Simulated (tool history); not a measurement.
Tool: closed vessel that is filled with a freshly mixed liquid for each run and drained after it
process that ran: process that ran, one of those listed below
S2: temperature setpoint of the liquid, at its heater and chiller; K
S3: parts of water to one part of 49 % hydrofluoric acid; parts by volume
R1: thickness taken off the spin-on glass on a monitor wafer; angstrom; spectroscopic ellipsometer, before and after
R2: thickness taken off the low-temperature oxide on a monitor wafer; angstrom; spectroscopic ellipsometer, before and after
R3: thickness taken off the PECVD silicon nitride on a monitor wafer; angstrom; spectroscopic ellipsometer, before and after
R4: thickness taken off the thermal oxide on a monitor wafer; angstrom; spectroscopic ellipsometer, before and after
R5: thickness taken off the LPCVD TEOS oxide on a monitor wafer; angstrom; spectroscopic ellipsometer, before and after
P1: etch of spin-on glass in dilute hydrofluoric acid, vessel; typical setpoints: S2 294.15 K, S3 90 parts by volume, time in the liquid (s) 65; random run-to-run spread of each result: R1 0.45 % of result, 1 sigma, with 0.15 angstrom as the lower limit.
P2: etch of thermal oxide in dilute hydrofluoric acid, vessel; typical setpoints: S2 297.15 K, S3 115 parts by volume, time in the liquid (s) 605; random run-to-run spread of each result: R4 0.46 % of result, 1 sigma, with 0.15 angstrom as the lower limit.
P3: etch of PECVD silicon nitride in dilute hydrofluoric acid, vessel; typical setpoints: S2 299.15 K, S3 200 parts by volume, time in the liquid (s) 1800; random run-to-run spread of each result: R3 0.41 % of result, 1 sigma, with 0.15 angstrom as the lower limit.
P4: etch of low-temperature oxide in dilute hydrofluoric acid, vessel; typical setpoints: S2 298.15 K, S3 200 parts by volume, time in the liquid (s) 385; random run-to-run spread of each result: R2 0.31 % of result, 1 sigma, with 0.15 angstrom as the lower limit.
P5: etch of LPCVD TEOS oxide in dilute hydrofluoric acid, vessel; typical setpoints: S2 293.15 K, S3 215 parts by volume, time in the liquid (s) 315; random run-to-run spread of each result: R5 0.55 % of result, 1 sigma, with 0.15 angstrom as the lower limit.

Run 1, hour 5.4: process that ran P1, S2 294.15 K, S3 90 parts by volume, time in the liquid (s) 65. Result: R1 266.10 angstrom.
Run 2, hour 10.9: process that ran P4, S2 298.15 K, S3 200 parts by volume, time in the liquid (s) 385. Result: R2 427.75 angstrom.
Run 3, hour 14.9: process that ran P1, S2 294.15 K, S3 25 parts by volume, time in the liquid (s) 65. Result: R1 1034.80 angstrom.
Run 4, hour 23.3: process that ran P1, S2 294.15 K, S3 90 parts by volume, time in the liquid (s) 65. Result: R1 264.24 angstrom.
Run 5, hour 30.4: process that ran P1, S2 290.15 K, S3 90 parts by volume, time in the liquid (s) 65. Result: R1 224.81 angstrom.
Run 6, hour 38.7: process that ran P1, S2 294.15 K, S3 155 parts by volume, time in the liquid (s) 95. Result: R1 209.52 angstrom.
Run 7, hour 45.0: process that ran P3, S2 299.15 K, S3 200 parts by volume, time in the liquid (s) 580. Result: R3 99.968 angstrom.
Run 8, hour 50.1: process that ran P1, S2 294.15 K, S3 160 parts by volume, time in the liquid (s) 65. Result: R1 138.24 angstrom.
Run 9, hour 57.6: process that ran P1, S2 294.15 K, S3 25 parts by volume, time in the liquid (s) 115. Result: R1 1822.50 angstrom.
Run 10, hour 63.6: process that ran P3, S2 304.65 K, S3 200 parts by volume, time in the liquid (s) 1800. Result: R3 437.020 angstrom.
Run 11, hour 71.1: process that ran P2, S2 297.15 K, S3 115 parts by volume, time in the liquid (s) 1145. Result: R4 438.39 angstrom.
Run 12, hour 75.6: process that ran P3, S2 299.15 K, S3 70 parts by volume, time in the liquid (s) 1800. Result: R3 887.140 angstrom.
Run 13, hour 80.6: process that ran P4, S2 298.15 K, S3 200 parts by volume, time in the liquid (s) 385. Result: R2 429.91 angstrom.
Run 14, hour 88.6: process that ran P2, S2 297.15 K, S3 115 parts by volume, time in the liquid (s) 605. Result: R4 232.83 angstrom.
Run 15, hour 97.1: process that ran P1, S2 294.15 K, S3 90 parts by volume, time in the liquid (s) 65. Result: R1 264.83 angstrom.
Run 16, hour 105.9: process that ran P2, S2 292.65 K, S3 115 parts by volume, time in the liquid (s) 605. Result: R4 193.73 angstrom.
Run 17, hour 111.2: process that ran P2, S2 297.15 K, S3 115 parts by volume, time in the liquid (s) 605. Result: R4 233.83 angstrom.
Run 18, hour 115.4: process that ran P5, S2 290.15 K, S3 215 parts by volume, time in the liquid (s) 315. Result: R5 304.06 angstrom.
Run 19, hour 119.6: process that ran P5, S2 293.15 K, S3 35 parts by volume, time in the liquid (s) 315. Result: R5 2563.50 angstrom.
Run 20, hour 127.0: process that ran P5, S2 293.15 K, S3 215 parts by volume, time in the liquid (s) 315. Result: R5 342.44 angstrom.
Run 21, hour 135.5: process that ran P1, S2 294.15 K, S3 90 parts by volume, time in the liquid (s) 65. Result: R1 266.53 angstrom.
Run 22, hour 143.0: process that ran P5, S2 293.15 K, S3 215 parts by volume, time in the liquid (s) 565. Result: R5 616.70 angstrom.
Run 23, hour 148.2: process that ran P2, S2 297.15 K, S3 185 parts by volume, time in the liquid (s) 605. Result: R4 133.28 angstrom.
Run 24, hour 155.3: process that ran P1, S2 294.15 K, S3 90 parts by volume, time in the liquid (s) 120. Result: R1 493.55 angstrom.
Run 25, hour 164.3: process that ran P1, S2 294.15 K, S3 90 parts by volume, time in the liquid (s) 65. Result: R1 267.22 angstrom.
Run 26, hour 168.3: process that ran P3, S2 299.15 K, S3 200 parts by volume, time in the liquid (s) 1800. Result: R3 310.810 angstrom.
Run 27, hour 176.0: process that ran P4, S2 304.15 K, S3 200 parts by volume, time in the liquid (s) 385. Result: R2 532.66 angstrom.
Run 28, hour 181.6: process that ran P4, S2 298.15 K, S3 200 parts by volume, time in the liquid (s) 760. Result: R2 847.98 angstrom.
Run 29, hour 186.0: process that ran P4, S2 298.15 K, S3 85 parts by volume, time in the liquid (s) 385. Result: R2 1153.60 angstrom.
Run 30, hour 190.0: process that ran P1, S2 294.15 K, S3 90 parts by volume, time in the liquid (s) 30. Result: R1 123.07 angstrom.
Run 31, hour 198.0: process that ran P1, S2 301.65 K, S3 90 parts by volume, time in the liquid (s) 65. Result: R1 359.06 angstrom.
Run 32, hour 204.2: process that ran P1, S2 294.15 K, S3 90 parts by volume, time in the liquid (s) 65. Result: R1 268.52 angstrom.
Run 33, hour 209.5: process that ran P1, S2 294.15 K, S3 90 parts by volume, time in the liquid (s) 65. Result: R1 261.94 angstrom.
Run 34, hour 217.0: process that ran P1, S2 294.15 K, S3 90 parts by volume, time in the liquid (s) 65. Result: R1 256.89 angstrom.
Run 35, hour 221.9: process that ran P1, S2 294.15 K, S3 90 parts by volume, time in the liquid (s) 65. Result: R1 256.86 angstrom.
Run 36, hour 228.5: process that ran P1, S2 294.15 K, S3 90 parts by volume, time in the liquid (s) 65. Result: R1 250.13 angstrom.
Run 37, hour 235.4: process that ran P1, S2 294.15 K, S3 90 parts by volume, time in the liquid (s) 65. Result: R1 249.80 angstrom.
Run 38, hour 240.1: process that ran P1, S2 294.15 K, S3 90 parts by volume, time in the liquid (s) 65. Result: R1 251.80 angstrom.
Run 39, hour 246.5: process that ran P1, S2 294.15 K, S3 90 parts by volume, time in the liquid (s) 65. Result: R1 248.40 angstrom.
Run 40, hour 254.2: process that ran P1, S2 294.15 K, S3 90 parts by volume, time in the liquid (s) 65. Result: R1 248.50 angstrom.
Run 41, hour 261.0: process that ran P1, S2 294.15 K, S3 90 parts by volume, time in the liquid (s) 65. Result: R1 248.13 angstrom.
Run 42, hour 265.3: process that ran P1, S2 294.15 K, S3 90 parts by volume, time in the liquid (s) 65. Result: R1 248.22 angstrom.
Run 43, hour 272.4: process that ran P1, S2 294.15 K, S3 90 parts by volume, time in the liquid (s) 65. Result: R1 245.57 angstrom.

The log shows P1 creeping away from where it was. Any of the 2 causes listed here, at the size stated for it, fits the log just as well as the others:
A: liquid colder than its thermometer reads (K) = 1.68
B: hydrofluoric acid flow below the setpoint (%) = 6.06
Onset of the creep was near hour 204.2.

Each of the 4 check runs below uses one wafer; its results are left as question marks. Which run tells the causes apart?
Run check 1, hour 279.5: process that ran P4, S2 298.15 K, S3 90 parts by volume, time in the liquid (s) 385. Result: R2 ?.
Run check 2, hour 279.5: process that ran P5, S2 290.15 K, S3 215 parts by volume, time in the liquid (s) 315. Result: R5 ?.
Run check 3, hour 279.5: process that ran P2, S2 293.65 K, S3 115 parts by volume, time in the liquid (s) 1130. Result: R4 ?.
Run check 4, hour 279.5: process that ran P3, S2 299.15 K, S3 85 parts by volume, time in the liquid (s) 1800. Result: R3 ?.

What every check run would give for each of its results, assuming each possible cause in turn:
  check  result     if A     if B
check 1      R2  1014.10  1011.00
check 2      R5   285.10   282.87
check 3      R4   352.87   352.12
check 4      R3  656.850  689.490
Per check, the gap between the least separated pair of causes, taken in the result that splits them most: check 1 0.3 %; check 2 0.79 %; check 3 0.21 %; check 4 4.85 %
Of the check runs offered, only check 4 discriminates between the causes; the rest would read about the same regardless of which cause applies.

Check 4 was then run and gave: R3 687.780 angstrom. Which cause is it?

Of the candidate causes, it is B: hydrofluoric acid flow below the setpoint (%).
